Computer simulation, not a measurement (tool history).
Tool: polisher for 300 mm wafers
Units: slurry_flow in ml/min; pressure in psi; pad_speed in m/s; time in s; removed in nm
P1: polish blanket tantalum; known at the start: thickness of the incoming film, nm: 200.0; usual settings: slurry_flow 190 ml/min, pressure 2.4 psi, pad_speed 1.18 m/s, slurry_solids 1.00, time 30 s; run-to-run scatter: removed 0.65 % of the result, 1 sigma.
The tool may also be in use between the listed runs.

{"run": 1, "day": 0.479, "slurry_flow": 190, "pressure": 2.4, "pad_speed": 1.18, "slurry_solids": 1.0, "time": 30, "removed": 74.132}
{"run": 2, "day": 0.95, "slurry_flow": 265, "pressure": 2.4, "pad_speed": 1.18, "slurry_solids": 1.0, "time": 30, "removed": 75.872}
{"run": 3, "day": 1.321, "slurry_flow": 190, "pressure": 2.4, "pad_speed": 1.18, "slurry_solids": 1.0, "time": 30, "removed": 72.25}
{"run": 4, "day": 1.821, "slurry_flow": 190, "pressure": 2.4, "pad_speed": 0.54, "slurry_solids": 1.0, "time": 30, "removed": 33.765}
{"run": 5, "day": 2.442, "slurry_flow": 190, "pressure": 1.1, "pad_speed": 1.18, "slurry_solids": 1.0, "time": 30, "removed": 33.545}
{"day": 2.575, "done": "slurry blender recalibrated"}
{"run": 6, "day": 2.908, "slurry_flow": 190, "pressure": 2.4, "pad_speed": 1.18, "slurry_solids": 1.0, "time": 42, "removed": 102.9}
{"run": 7, "day": 3.421, "slurry_flow": 115, "pressure": 2.4, "pad_speed": 1.18, "slurry_solids": 1.0, "time": 30, "removed": 67.129}
{"run": 8, "day": 3.771, "slurry_flow": 190, "pressure": 2.4, "pad_speed": 1.18, "slurry_solids": 1.0, "time": 30, "removed": 73.812}
{"run": 9, "day": 4.058, "slurry_flow": 190, "pressure": 2.4, "pad_speed": 1.88, "slurry_solids": 1.0, "time": 30, "removed": 116.67}
{"run": 10, "day": 4.642, "slurry_flow": 190, "pressure": 2.4, "pad_speed": 1.18, "slurry_solids": 1.0, "time": 14, "removed": 33.829}
{"run": 11, "day": 5.071, "slurry_flow": 190, "pressure": 2.4, "pad_speed": 1.18, "slurry_solids": 1.0, "time": 30, "removed": 73.523}
{"run": 12, "day": 5.462, "slurry_flow": 190, "pressure": 2.4, "pad_speed": 1.18, "slurry_solids": 0.75, "time": 30, "removed": 67.973}
{"run": 13, "day": 5.938, "slurry_flow": 190, "pressure": 2.4, "pad_speed": 1.18, "slurry_solids": 1.45, "time": 30, "removed": 81.959}
{"run": 14, "day": 6.517, "slurry_flow": 190, "pressure": 1.6, "pad_speed": 1.18, "slurry_solids": 1.4, "time": 30, "removed": 53.177}
{"day": 6.629, "done": "slurry nozzle cleaned"}
{"run": 15, "day": 6.825, "slurry_flow": 190, "pressure": 2.4, "pad_speed": 1.18, "slurry_solids": 1.0, "time": 30, "removed": 72.609}
{"run": 16, "day": 7.188, "slurry_flow": 190, "pressure": 3.4, "pad_speed": 1.18, "slurry_solids": 1.0, "time": 30, "removed": 103.97}

The next listed run, before its measurement:
{"run": 17, "day": 7.521, "slurry_flow": 190, "pressure": 2.4, "pad_speed": 1.18, "slurry_solids": 1.0, "time": 30, "removed": "?"}

{"run 17": {"removed": 73.238}}
